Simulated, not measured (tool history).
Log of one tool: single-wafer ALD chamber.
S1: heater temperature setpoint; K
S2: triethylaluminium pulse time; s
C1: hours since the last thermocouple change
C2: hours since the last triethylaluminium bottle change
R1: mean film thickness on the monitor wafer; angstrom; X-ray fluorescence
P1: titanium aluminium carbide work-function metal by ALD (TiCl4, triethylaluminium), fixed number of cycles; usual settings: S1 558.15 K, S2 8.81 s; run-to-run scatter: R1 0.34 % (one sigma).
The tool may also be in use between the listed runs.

Run 1, hour 4.8: S1 558.15 K, S2 8.81 s; C1 575.7; C2 944.5. Result: R1 18.705 angstrom.
Run 2, hour 12.8: S1 558.15 K, S2 8.81 s; C1 583.7; C2 952.5. Result: R1 18.592 angstrom.
At hour 18.1: triethylaluminium bottle replaced.
Run 3, hour 20.5: S1 558.15 K, S2 14.65 s; C1 591.4; C2 2.4. Result: R1 19.494 angstrom.
Run 4, hour 30.1: S1 544.15 K, S2 8.81 s; C1 601; C2 12. Result: R1 17.43 angstrom.
Run 5, hour 38.4: S1 558.15 K, S2 8.81 s; C1 609.3; C2 20.3. Result: R1 18.722 angstrom.
Run 6, hour 46.4: S1 558.15 K, S2 8.81 s; C1 617.3; C2 28.3. Result: R1 18.586 angstrom.
Run 7, hour 55.4: S1 543.15 K, S2 12.07 s; C1 626.3; C2 37.3. Result: R1 18.072 angstrom.
Run 8, hour 60.6: S1 580.15 K, S2 8.81 s; C1 631.5; C2 42.5. Result: R1 20.513 angstrom.
Run 9, hour 71: S1 558.15 K, S2 2.9 s; C1 641.9; C2 52.9. Result: R1 12.42 angstrom.
Run 10, hour 76.2: S1 558.15 K, S2 8.81 s; C1 647.1; C2 58.1. Result: R1 18.558 angstrom.
Run 11, hour 81.6: S1 558.15 K, S2 8.81 s; C1 652.5; C2 63.5. Result: R1 18.614 angstrom.
Run 12, hour 91.1: S1 558.15 K, S2 8.81 s; C1 662; C2 73. Result: R1 18.402 angstrom.
Run 13, hour 96.9: S1 558.15 K, S2 8.81 s; C1 667.8; C2 78.8. Result: R1 18.347 angstrom.
Run 14, hour 103.3: S1 558.15 K, S2 8.81 s; C1 674.2; C2 85.2. Result: R1 18.23 angstrom.
Run 15, hour 108.5: S1 558.15 K, S2 8.81 s; C1 679.4; C2 90.4. Result: R1 18.428 angstrom.
Run 16, hour 113.1: S1 558.15 K, S2 8.81 s; C1 684; C2 95. Result: R1 18.247 angstrom.
Run 17, hour 119.2: S1 558.15 K, S2 8.81 s; C1 690.1; C2 101.1. Result: R1 18.346 angstrom.

Run 18 comes next. What will it give?
Run 18, hour 124.5: S1 558.15 K, S2 8.81 s; C1 695.4; C2 106.4. Result: R1 ?.

{"run 18": {"R1": 18.293}}
